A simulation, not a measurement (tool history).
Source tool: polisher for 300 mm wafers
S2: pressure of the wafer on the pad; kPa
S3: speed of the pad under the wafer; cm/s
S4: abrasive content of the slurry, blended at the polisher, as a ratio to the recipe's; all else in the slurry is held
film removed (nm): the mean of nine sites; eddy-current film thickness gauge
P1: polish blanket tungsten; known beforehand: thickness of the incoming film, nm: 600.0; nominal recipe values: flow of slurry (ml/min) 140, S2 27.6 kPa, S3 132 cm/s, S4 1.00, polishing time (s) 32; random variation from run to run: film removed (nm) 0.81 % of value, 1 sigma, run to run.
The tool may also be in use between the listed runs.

{"run": 1, "hour": 13.0, "flow of slurry (ml/min)": 140, "S2": 27.6, "S3": 132, "S4": 1.0, "polishing time (s)": 32, "film removed (nm)": 172.6}
{"run": 2, "hour": 26.2, "flow of slurry (ml/min)": 140, "S2": 27.6, "S3": 132, "S4": 1.0, "polishing time (s)": 49, "film removed (nm)": 265.73}
{"run": 3, "hour": 36.0, "flow of slurry (ml/min)": 140, "S2": 17.2, "S3": 132, "S4": 1.0, "polishing time (s)": 32, "film removed (nm)": 108.26}
{"run": 4, "hour": 54.1, "flow of slurry (ml/min)": 85, "S2": 27.6, "S3": 132, "S4": 1.0, "polishing time (s)": 40, "film removed (nm)": 191.82}
{"hour": 68.1, "done": "worn pad replaced by a new one"}
{"run": 5, "hour": 72.6, "flow of slurry (ml/min)": 140, "S2": 27.6, "S3": 132, "S4": 0.55, "polishing time (s)": 32, "film removed (nm)": 149.64}
{"run": 6, "hour": 86.1, "flow of slurry (ml/min)": 140, "S2": 27.6, "S3": 132, "S4": 1.0, "polishing time (s)": 32, "film removed (nm)": 171.61}
{"run": 7, "hour": 101.8, "flow of slurry (ml/min)": 140, "S2": 27.6, "S3": 132, "S4": 1.0, "polishing time (s)": 32, "film removed (nm)": 171.72}
{"run": 8, "hour": 115.1, "flow of slurry (ml/min)": 140, "S2": 27.6, "S3": 132, "S4": 1.0, "polishing time (s)": 32, "film removed (nm)": 173.4}
{"run": 9, "hour": 133.6, "flow of slurry (ml/min)": 140, "S2": 27.6, "S3": 204, "S4": 1.0, "polishing time (s)": 32, "film removed (nm)": 263.34}
{"run": 10, "hour": 144.6, "flow of slurry (ml/min)": 140, "S2": 39.3, "S3": 132, "S4": 1.0, "polishing time (s)": 32, "film removed (nm)": 243.86}
{"run": 11, "hour": 153.2, "flow of slurry (ml/min)": 140, "S2": 27.6, "S3": 132, "S4": 1.0, "polishing time (s)": 32, "film removed (nm)": 172.29}
{"hour": 154.1, "done": "slurry blender recalibrated"}
{"run": 12, "hour": 169.7, "flow of slurry (ml/min)": 140, "S2": 27.6, "S3": 132, "S4": 1.0, "polishing time (s)": 32, "film removed (nm)": 171.96}
{"run": 13, "hour": 186.2, "flow of slurry (ml/min)": 140, "S2": 20.0, "S3": 88, "S4": 1.0, "polishing time (s)": 32, "film removed (nm)": 82.644}
{"run": 14, "hour": 197.8, "flow of slurry (ml/min)": 180, "S2": 27.6, "S3": 132, "S4": 1.0, "polishing time (s)": 32, "film removed (nm)": 179.2}
{"run": 15, "hour": 212.4, "flow of slurry (ml/min)": 140, "S2": 27.6, "S3": 68, "S4": 1.0, "polishing time (s)": 32, "film removed (nm)": 90.202}
{"run": 16, "hour": 227.1, "flow of slurry (ml/min)": 140, "S2": 27.6, "S3": 132, "S4": 1.0, "polishing time (s)": 14, "film removed (nm)": 76.146}

The next listed run, before its measurement:
{"run": 17, "hour": 239.4, "flow of slurry (ml/min)": 85, "S2": 27.6, "S3": 132, "S4": 1.0, "polishing time (s)": 32, "film removed (nm)": "?"}

Run 17 measured film removed (nm) 154.760.
